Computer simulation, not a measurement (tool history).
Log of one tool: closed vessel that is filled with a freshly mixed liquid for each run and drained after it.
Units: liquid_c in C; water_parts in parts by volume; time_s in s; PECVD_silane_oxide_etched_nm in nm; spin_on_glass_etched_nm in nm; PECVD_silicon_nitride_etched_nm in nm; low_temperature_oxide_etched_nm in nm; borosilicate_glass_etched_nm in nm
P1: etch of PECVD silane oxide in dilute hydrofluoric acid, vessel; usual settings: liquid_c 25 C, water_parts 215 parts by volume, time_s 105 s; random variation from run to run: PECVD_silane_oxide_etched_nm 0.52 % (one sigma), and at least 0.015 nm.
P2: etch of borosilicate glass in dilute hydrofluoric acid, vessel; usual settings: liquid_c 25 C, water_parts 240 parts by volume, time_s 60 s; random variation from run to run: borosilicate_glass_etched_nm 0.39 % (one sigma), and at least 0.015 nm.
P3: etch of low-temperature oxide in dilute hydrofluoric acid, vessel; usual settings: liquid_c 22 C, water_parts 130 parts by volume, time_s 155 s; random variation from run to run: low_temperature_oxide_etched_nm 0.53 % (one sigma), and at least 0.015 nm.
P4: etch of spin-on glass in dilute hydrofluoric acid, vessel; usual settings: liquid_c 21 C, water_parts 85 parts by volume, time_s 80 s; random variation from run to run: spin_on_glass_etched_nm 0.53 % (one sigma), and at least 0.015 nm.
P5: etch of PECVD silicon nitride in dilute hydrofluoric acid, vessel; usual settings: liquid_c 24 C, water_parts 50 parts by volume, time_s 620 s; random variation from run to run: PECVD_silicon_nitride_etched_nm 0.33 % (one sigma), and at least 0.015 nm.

run	hour	process	liquid_c	water_parts	time_s	hours since the thermometer was replaced	hours since the hydrofluoric acid flow meter was replaced	PECVD_silane_oxide_etched_nm	spin_on_glass_etched_nm	PECVD_silicon_nitride_etched_nm	low_temperature_oxide_etched_nm	borosilicate_glass_etched_nm
1	3.1	P1	25	215	105	684.7	1317	15.56				
2	5.2	P1	25	215	105	686.8	1319.1	15.605				
3	9.5	P4	21	150	80	691.1	1323.4		17.704			
4	13	P1	25	215	105	694.6	1326.9	15.56				
5	16.3	P5	24	50	30	697.9	1330.2			1.4517		
6	19.2	P1	30	215	105	700.8	1333.1	18.848				
7	23.9	P1	25	215	165	705.5	1337.8	24.54				
8	27.4	P3	22	130	155	709	1341.3				11.092	
9	30	P3	17	130	155	711.6	1343.9				9.132	
10	34.9	P2	25	240	60	716.5	1348.8					8.6802
11	37.8	P2	25	85	60	719.4	1351.7					29.33
12	40.2	P2	21.5	240	60	721.8	1354.1					7.6679
13	44.3	P1	21	215	105	725.9	1358.2	13.464				
14	46.8	P5	24	20	620	728.4	1360.7			72.5		
15	49.6	P1	25	360	105	731.2	1363.5	8.1596				
16	53.6	P1	25	125	105	735.2	1367.5	29.833				
17	56.7	P4	17	85	80	738.3	1370.6		28.62			
18	59.2	P3	22	235	155	740.8	1373.1				5.4819	
# hour 59.5: thermometer replaced
19	63.1	P5	24	50	620	3.6	1377			29.909		
20	67.1	P4	21	85	30	7.6	1381		12.735			
21	70.3	P3	22	130	30	10.8	1384.2				2.1479	
22	75.2	P4	21	85	80	15.7	1389.1		33.831			
23	77.6	P1	25	215	105	18.1	1391.5	15.716				
24	81.5	P1	25	215	30	22	1395.4	4.4554				
25	84.6	P1	20.5	315	105	25.1	1398.5	8.2267				
26	88.5	P2	25	240	105	29	1402.4					15.253
27	92.4	P5	31	50	620	32.9	1406.3			47.582		
28	96.5	P1	25	215	105	37	1410.4	15.435				
29	100.1	P1	25	215	105	40.6	1414	15.767				
30	104.9	P1	25	215	105	45.4	1418.8	15.567				
31	107.7	P1	25	215	105	48.2	1421.6	15.364				

Forecast run 32:
32	110.8	P1	25	215	105	51.3	1424.7	?				

Run 32 gave PECVD_silane_oxide_etched_nm 14.935 nm.
